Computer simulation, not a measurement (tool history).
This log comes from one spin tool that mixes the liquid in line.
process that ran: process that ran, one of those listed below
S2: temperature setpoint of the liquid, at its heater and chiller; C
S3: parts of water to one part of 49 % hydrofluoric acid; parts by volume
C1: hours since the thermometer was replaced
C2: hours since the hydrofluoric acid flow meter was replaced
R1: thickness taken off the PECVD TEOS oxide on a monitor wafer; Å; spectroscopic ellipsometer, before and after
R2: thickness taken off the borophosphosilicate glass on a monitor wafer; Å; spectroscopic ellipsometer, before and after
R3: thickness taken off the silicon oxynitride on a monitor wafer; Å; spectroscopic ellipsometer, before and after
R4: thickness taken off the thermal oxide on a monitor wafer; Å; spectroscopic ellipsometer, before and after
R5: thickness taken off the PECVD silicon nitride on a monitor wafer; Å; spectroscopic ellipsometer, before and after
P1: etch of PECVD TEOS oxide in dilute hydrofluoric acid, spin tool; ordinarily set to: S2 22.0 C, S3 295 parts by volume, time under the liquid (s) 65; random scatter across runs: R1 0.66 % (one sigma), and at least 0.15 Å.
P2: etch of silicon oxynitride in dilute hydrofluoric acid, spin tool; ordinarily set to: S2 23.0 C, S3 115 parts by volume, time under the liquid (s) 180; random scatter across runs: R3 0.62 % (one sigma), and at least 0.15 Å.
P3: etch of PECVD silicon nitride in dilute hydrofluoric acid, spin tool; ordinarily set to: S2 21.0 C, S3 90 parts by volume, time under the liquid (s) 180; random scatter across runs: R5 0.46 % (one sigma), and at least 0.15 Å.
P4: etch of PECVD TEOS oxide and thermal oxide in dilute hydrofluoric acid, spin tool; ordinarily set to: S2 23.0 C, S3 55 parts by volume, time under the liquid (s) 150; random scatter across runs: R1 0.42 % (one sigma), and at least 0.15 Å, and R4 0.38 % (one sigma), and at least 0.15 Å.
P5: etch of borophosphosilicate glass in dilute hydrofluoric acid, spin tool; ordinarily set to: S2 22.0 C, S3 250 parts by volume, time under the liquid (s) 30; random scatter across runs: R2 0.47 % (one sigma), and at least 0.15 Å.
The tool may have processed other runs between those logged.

run 1 hour=11.1 | process_that_ran=P1 S2=22.0 S3=295 time_under_the_liquid_(s)=65 | C1=307.4 C2=263.7 | R1=40.2920
run 2 hour=25.8 | process_that_ran=P5 S2=29.5 S3=250 time_under_the_liquid_(s)=30 | C1=322.1 C2=278.4 | R2=76.165
run 3 hour=37.6 | process_that_ran=P5 S2=22.0 S3=250 time_under_the_liquid_(s)=30 | C1=333.9 C2=290.2 | R2=58.508
run 4 hour=51.5 | process_that_ran=P2 S2=23.0 S3=115 time_under_the_liquid_(s)=180 | C1=347.8 C2=304.1 | R3=39.517
run 5 hour=64.7 | process_that_ran=P2 S2=23.0 S3=115 time_under_the_liquid_(s)=295 | C1=361.0 C2=317.3 | R3=63.641
run 6 hour=78.8 | process_that_ran=P4 S2=23.0 S3=55 time_under_the_liquid_(s)=150 | C1=375.1 C2=331.4 | R1=278.7800 R4=129.160
run 7 hour=90.3 | process_that_ran=P1 S2=26.0 S3=295 time_under_the_liquid_(s)=65 | C1=386.6 C2=342.9 | R1=46.5140
run 8 hour=98.4 | process_that_ran=P1 S2=22.0 S3=295 time_under_the_liquid_(s)=65 | C1=394.7 C2=351.0 | R1=39.9710
run 9 hour=115.9 | process_that_ran=P2 S2=23.0 S3=205 time_under_the_liquid_(s)=180 | C1=412.2 C2=368.5 | R3=20.528
run 10 hour=127.4 | process_that_ran=P2 S2=29.5 S3=115 time_under_the_liquid_(s)=180 | C1=423.7 C2=380.0 | R3=52.344
run 11 hour=141.0 | process_that_ran=P3 S2=21.0 S3=90 time_under_the_liquid_(s)=365 | C1=437.3 C2=393.6 | R5=90.893
run 12 hour=158.9 | process_that_ran=P1 S2=22.0 S3=165 time_under_the_liquid_(s)=65 | C1=455.2 C2=411.5 | R1=81.6170
run 13 hour=174.0 | process_that_ran=P5 S2=22.0 S3=405 time_under_the_liquid_(s)=30 | C1=470.3 C2=426.6 | R2=31.366
run 14 hour=191.3 | process_that_ran=P1 S2=22.0 S3=295 time_under_the_liquid_(s)=65 | C1=487.6 C2=443.9 | R1=40.2100
run 15 hour=209.3 | process_that_ran=P3 S2=21.0 S3=90 time_under_the_liquid_(s)=180 | C1=505.6 C2=461.9 | R5=44.687
run 16 hour=226.5 | process_that_ran=P3 S2=21.0 S3=50 time_under_the_liquid_(s)=180 | C1=522.8 C2=479.1 | R5=80.125
run 17 hour=237.8 | process_that_ran=P3 S2=17.0 S3=90 time_under_the_liquid_(s)=180 | C1=534.1 C2=490.4 | R5=33.947
run 18 hour=246.0 | process_that_ran=P5 S2=22.0 S3=250 time_under_the_liquid_(s)=60 | C1=542.3 C2=498.6 | R2=115.470
run 19 hour=257.1 | process_that_ran=P1 S2=18.0 S3=405 time_under_the_liquid_(s)=65 | C1=553.4 C2=509.7 | R1=22.8640
run 20 hour=265.3 | process_that_ran=P1 S2=22.0 S3=430 time_under_the_liquid_(s)=65 | C1=561.6 C2=517.9 | R1=24.6070
run 21 hour=281.4 | process_that_ran=P1 S2=17.0 S3=120 time_under_the_liquid_(s)=65 | C1=577.7 C2=534.0 | R1=96.1960
run 22 hour=293.3 | process_that_ran=P4 S2=23.0 S3=55 time_under_the_liquid_(s)=15 | C1=589.6 C2=545.9 | R1=27.9210 R4=12.625
run 23 hour=308.5 | process_that_ran=P4 S2=23.0 S3=85 time_under_the_liquid_(s)=150 | C1=604.8 C2=561.1 | R1=175.1800 R4=80.272
run 24 hour=321.2 | process_that_ran=P5 S2=22.0 S3=250 time_under_the_liquid_(s)=30 | C1=617.5 C2=573.8 | R2=58.443
run 25 hour=337.9 | process_that_ran=P1 S2=22.0 S3=295 time_under_the_liquid_(s)=65 | C1=634.2 C2=590.5 | R1=40.2650
run 26 hour=353.1 | process_that_ran=P1 S2=22.0 S3=295 time_under_the_liquid_(s)=15 | C1=649.4 C2=605.7 | R1=9.4397
run 27 hour=364.5 | process_that_ran=P4 S2=19.0 S3=55 time_under_the_liquid_(s)=150 | C1=660.8 C2=617.1 | R1=236.4200 R4=108.490
run 28 hour=379.0 | process_that_ran=P1 S2=22.0 S3=295 time_under_the_liquid_(s)=100 | C1=675.3 C2=631.6 | R1=61.8140
run 29 hour=389.5 | process_that_ran=P2 S2=23.0 S3=115 time_under_the_liquid_(s)=180 | C1=685.8 C2=642.1 | R3=39.486
run 30 hour=399.0 | process_that_ran=P4 S2=23.0 S3=55 time_under_the_liquid_(s)=150 | C1=695.3 C2=651.6 | R1=279.3100 R4=128.720
run 31 hour=414.3 | process_that_ran=P1 S2=22.0 S3=535 time_under_the_liquid_(s)=15 | C1=710.6 C2=666.9 | R1=4.1729
run 32 hour=430.0 | process_that_ran=P1 S2=17.0 S3=295 time_under_the_liquid_(s)=65 | C1=726.3 C2=682.6 | R1=33.4330
run 33 hour=446.1 | process_that_ran=P1 S2=22.0 S3=295 time_under_the_liquid_(s)=65 | C1=742.4 C2=698.7 | R1=39.9150
run 34 hour=455.1 | process_that_ran=P1 S2=22.0 S3=295 time_under_the_liquid_(s)=65 | C1=751.4 C2=707.7 | R1=39.7540

Expected results for the next run?
run 35 hour=467.5 | process_that_ran=P1 S2=22.0 S3=295 time_under_the_liquid_(s)=65 | C1=763.8 C2=720.1 | R1=?

R1: 40.2430 Å
